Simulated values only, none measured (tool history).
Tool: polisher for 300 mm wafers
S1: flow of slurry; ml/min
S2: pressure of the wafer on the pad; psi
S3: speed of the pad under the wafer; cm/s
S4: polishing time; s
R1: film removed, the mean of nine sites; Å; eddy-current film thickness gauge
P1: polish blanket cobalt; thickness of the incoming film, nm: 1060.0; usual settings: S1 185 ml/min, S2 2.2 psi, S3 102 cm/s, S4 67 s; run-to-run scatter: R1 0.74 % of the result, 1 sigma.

run 1 hour=13.1 | S1=185 S2=2.2 S3=102 S4=67 | R1=3203.6
run 2 hour=26.1 | S1=185 S2=2.2 S3=142 S4=67 | R1=4479.2
run 3 hour=42.7 | S1=185 S2=2.2 S3=102 S4=67 | R1=3246.9
run 4 hour=59.3 | S1=135 S2=2.2 S3=70 S4=67 | R1=2107.6
run 5 hour=67.3 | S1=235 S2=2.2 S3=102 S4=67 | R1=3313.2
run 6 hour=78.1 | S1=185 S2=2.8 S3=102 S4=67 | R1=4121.3
run 7 hour=87 | S1=185 S2=2.2 S3=134 S4=104 | R1=6542.8
run 8 hour=99.7 | S1=185 S2=2.2 S3=102 S4=67 | R1=3198.7
run 9 hour=112.3 | S1=110 S2=2.2 S3=102 S4=67 | R1=2901.9
run 10 hour=121.5 | S1=185 S2=2.2 S3=102 S4=67 | R1=3233.6
run 11 hour=135.3 | S1=185 S2=2.2 S3=102 S4=102 | R1=4933.7
run 12 hour=149.5 | S1=185 S2=2.2 S3=102 S4=67 | R1=3221.2
run 13 hour=166.1 | S1=185 S2=1.1 S3=102 S4=67 | R1=1623.1
run 14 hour=181.2 | S1=185 S2=2.2 S3=102 S4=33 | R1=1590.2
run 15 hour=190.9 | S1=185 S2=2.2 S3=46 S4=67 | R1=1448.1
run 16 hour=206.9 | S1=185 S2=2.2 S3=102 S4=67 | R1=3216
run 17 hour=217 | S1=185 S2=2.2 S3=102 S4=67 | R1=3148.9
run 18 hour=231.8 | S1=185 S2=2.2 S3=102 S4=67 | R1=3080.4
run 19 hour=239.8 | S1=185 S2=2.2 S3=102 S4=67 | R1=3106.4
run 20 hour=254.3 | S1=185 S2=2.2 S3=102 S4=67 | R1=3040.2
run 21 hour=269.9 | S1=185 S2=2.2 S3=102 S4=67 | R1=3049.3
-- hour=271.5 worn pad replaced by a new one
run 22 hour=284.9 | S1=185 S2=2.2 S3=102 S4=67 | R1=3013.7
run 23 hour=296.9 | S1=185 S2=2.2 S3=102 S4=67 | R1=3028.7
run 24 hour=309.6 | S1=185 S2=2.2 S3=102 S4=67 | R1=3034.3
run 25 hour=320.2 | S1=185 S2=2.2 S3=102 S4=67 | R1=3020.5
run 26 hour=329.4 | S1=185 S2=2.2 S3=102 S4=67 | R1=3032.7

What P1 gives has crept away from where it was. These 2 causes fit the log equally well, each at the size given:
A: slurry flow missing at the pad, % = 28.8
B: head's pressure below its setpoint, % = 5.56
The creep began at about hour 206.9.
Why every other cause is out:
removal rate lost through wear of the pad, %: serviced at hour 271.5, which brought nothing back

4 check runs are offered, each on 3 wafers whose results are averaged, their results left as question marks. Which one tells the causes apart?
run check 1 hour=338.6 | S1=185 S2=1.3 S3=46 S4=67 | R1=?
run check 2 hour=338.6 | S1=185 S2=1.4 S3=102 S4=35 | R1=?
run check 3 hour=338.6 | S1=110 S2=1.4 S3=102 S4=67 | R1=?
run check 4 hour=338.6 | S1=185 S2=1.4 S3=102 S4=100 | R1=?

What each check would give under each cause:
check=check_1 result=R1 if_A=809.26 if_B=809.36
check=check_2 result=R1 if_A=1009.5 if_B=1009.6
check=check_3 result=R1 if_A=1697 if_B=1756.2
check=check_4 result=R1 if_A=2884.3 if_B=2884.6
How far apart the two closest causes lie, in the result that separates them most: check 1 0.01 %; check 2 0.01 %; check 3 3.43 %; check 4 0.01 %
Check 3 tells the causes apart: in the others they would give nearly the same result.

Then check 3 was run and gave: R1 1757.8 Å. Which cause is it?

It is B: head's pressure below its setpoint, %.
